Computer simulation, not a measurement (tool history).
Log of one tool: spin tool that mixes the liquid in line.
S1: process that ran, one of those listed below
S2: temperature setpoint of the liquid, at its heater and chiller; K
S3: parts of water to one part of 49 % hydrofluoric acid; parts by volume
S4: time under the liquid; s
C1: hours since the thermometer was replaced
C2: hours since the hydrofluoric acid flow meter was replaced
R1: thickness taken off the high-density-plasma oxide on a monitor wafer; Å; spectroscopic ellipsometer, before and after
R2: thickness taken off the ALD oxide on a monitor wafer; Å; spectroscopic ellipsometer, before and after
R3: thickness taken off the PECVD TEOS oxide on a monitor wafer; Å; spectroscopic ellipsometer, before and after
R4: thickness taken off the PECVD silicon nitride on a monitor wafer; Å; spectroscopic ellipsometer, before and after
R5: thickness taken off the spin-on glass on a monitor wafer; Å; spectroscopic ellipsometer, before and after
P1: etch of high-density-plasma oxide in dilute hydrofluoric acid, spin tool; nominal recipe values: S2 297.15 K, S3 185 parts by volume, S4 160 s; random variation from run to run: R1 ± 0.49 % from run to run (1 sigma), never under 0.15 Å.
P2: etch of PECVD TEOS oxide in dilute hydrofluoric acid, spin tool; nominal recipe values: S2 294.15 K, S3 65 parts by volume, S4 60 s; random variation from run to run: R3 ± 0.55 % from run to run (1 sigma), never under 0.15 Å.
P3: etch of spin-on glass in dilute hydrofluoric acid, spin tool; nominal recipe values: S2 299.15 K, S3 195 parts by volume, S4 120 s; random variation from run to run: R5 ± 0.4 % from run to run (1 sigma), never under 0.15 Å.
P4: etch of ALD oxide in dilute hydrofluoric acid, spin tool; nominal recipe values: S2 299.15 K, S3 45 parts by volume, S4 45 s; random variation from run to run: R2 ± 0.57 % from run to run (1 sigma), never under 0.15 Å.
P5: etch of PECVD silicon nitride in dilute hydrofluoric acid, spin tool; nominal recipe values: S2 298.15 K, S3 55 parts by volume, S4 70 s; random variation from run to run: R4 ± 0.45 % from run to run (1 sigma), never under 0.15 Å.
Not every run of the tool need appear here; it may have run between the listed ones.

Run 1, hour 4.6: S1 P1, S2 297.15 K, S3 185 parts by volume, S4 160 s; C1 477.5; C2 730.8. Result: R1 43.8790 Å.
Run 2, hour 7.4: S1 P4, S2 299.15 K, S3 45 parts by volume, S4 45 s; C1 480.3; C2 733.6. Result: R2 360.32 Å.
Run 3, hour 12.5: S1 P2, S2 294.15 K, S3 65 parts by volume, S4 25 s; C1 485.4; C2 738.7. Result: R3 101.10 Å.
Run 4, hour 18.4: S1 P1, S2 297.15 K, S3 100 parts by volume, S4 35 s; C1 491.3; C2 744.6. Result: R1 19.7050 Å.
Run 5, hour 21.8: S1 P5, S2 305.15 K, S3 55 parts by volume, S4 70 s; C1 494.7; C2 748.0. Result: R4 97.413 Å.
Run 6, hour 25.9: S1 P1, S2 297.15 K, S3 185 parts by volume, S4 160 s; C1 498.8; C2 752.1. Result: R1 44.0540 Å.
Run 7, hour 28.9: S1 P1, S2 292.15 K, S3 75 parts by volume, S4 160 s; C1 501.8; C2 755.1. Result: R1 99.6000 Å.
Run 8, hour 31.9: S1 P5, S2 298.15 K, S3 55 parts by volume, S4 40 s; C1 504.8; C2 758.1. Result: R4 35.959 Å.
Run 9, hour 36.5: S1 P1, S2 297.15 K, S3 250 parts by volume, S4 270 s; C1 509.4; C2 762.7. Result: R1 51.0740 Å.
Run 10, hour 40.1: S1 P5, S2 298.15 K, S3 55 parts by volume, S4 70 s; C1 513.0; C2 766.3. Result: R4 62.691 Å.
Run 11, hour 43.5: S1 P2, S2 294.15 K, S3 40 parts by volume, S4 60 s; C1 516.4; C2 769.7. Result: R3 398.91 Å.
Run 12, hour 47.6: S1 P1, S2 297.15 K, S3 185 parts by volume, S4 265 s; C1 520.5; C2 773.8. Result: R1 72.8810 Å.
Run 13, hour 53.5: S1 P1, S2 297.15 K, S3 110 parts by volume, S4 160 s; C1 526.4; C2 779.7. Result: R1 79.6130 Å.
Run 14, hour 56.8: S1 P4, S2 299.15 K, S3 20 parts by volume, S4 45 s; C1 529.7; C2 783.0. Result: R2 841.44 Å.
Run 15, hour 59.7: S1 P1, S2 297.15 K, S3 185 parts by volume, S4 160 s; C1 532.6; C2 785.9. Result: R1 44.2160 Å.
Run 16, hour 64.7: S1 P3, S2 303.65 K, S3 195 parts by volume, S4 120 s; C1 537.6; C2 790.9. Result: R5 235.55 Å.
At hour 69.1: hydrofluoric acid flow meter replaced.
Run 17, hour 70.7: S1 P1, S2 297.15 K, S3 185 parts by volume, S4 160 s; C1 543.6; C2 1.7. Result: R1 44.0170 Å.
Run 18, hour 74.5: S1 P1, S2 297.15 K, S3 290 parts by volume, S4 160 s; C1 547.4; C2 5.5. Result: R1 25.1550 Å.
Run 19, hour 78.2: S1 P3, S2 299.15 K, S3 195 parts by volume, S4 120 s; C1 551.1; C2 9.2. Result: R5 200.13 Å.
Run 20, hour 83.6: S1 P4, S2 299.15 K, S3 45 parts by volume, S4 45 s; C1 556.5; C2 14.6. Result: R2 356.86 Å.
Run 21, hour 87.8: S1 P1, S2 297.15 K, S3 185 parts by volume, S4 15 s; C1 560.7; C2 18.8. Result: R1 3.9807 Å.
Run 22, hour 93.5: S1 P3, S2 299.15 K, S3 195 parts by volume, S4 60 s; C1 566.4; C2 24.5. Result: R5 100.75 Å.
Run 23, hour 97.3: S1 P5, S2 298.15 K, S3 100 parts by volume, S4 70 s; C1 570.2; C2 28.3. Result: R4 34.807 Å.
Run 24, hour 101.1: S1 P2, S2 294.15 K, S3 65 parts by volume, S4 60 s; C1 574.0; C2 32.1. Result: R3 242.59 Å.
Run 25, hour 104.1: S1 P1, S2 292.15 K, S3 185 parts by volume, S4 160 s; C1 577.0; C2 35.1. Result: R1 36.4110 Å.
Run 26, hour 107.5: S1 P1, S2 302.15 K, S3 185 parts by volume, S4 160 s; C1 580.4; C2 38.5. Result: R1 52.5210 Å.
At hour 108.6: thermometer replaced.
Run 27, hour 111.3: S1 P4, S2 299.15 K, S3 45 parts by volume, S4 15 s; C1 2.7; C2 42.3. Result: R2 120.64 Å.
Run 28, hour 114.7: S1 P4, S2 304.15 K, S3 45 parts by volume, S4 45 s; C1 6.1; C2 45.7. Result: R2 438.33 Å.
Run 29, hour 120.5: S1 P1, S2 297.15 K, S3 185 parts by volume, S4 160 s; C1 11.9; C2 51.5. Result: R1 43.9010 Å.
Run 30, hour 126.4: S1 P3, S2 299.15 K, S3 105 parts by volume, S4 120 s; C1 17.8; C2 57.4. Result: R5 414.43 Å.

Run 31 comes next. What will it give?
Run 31, hour 129.3: S1 P2, S2 299.65 K, S3 65 parts by volume, S4 60 s; C1 20.7; C2 60.3. Result: R3 ?.

R3: 303.16 Å
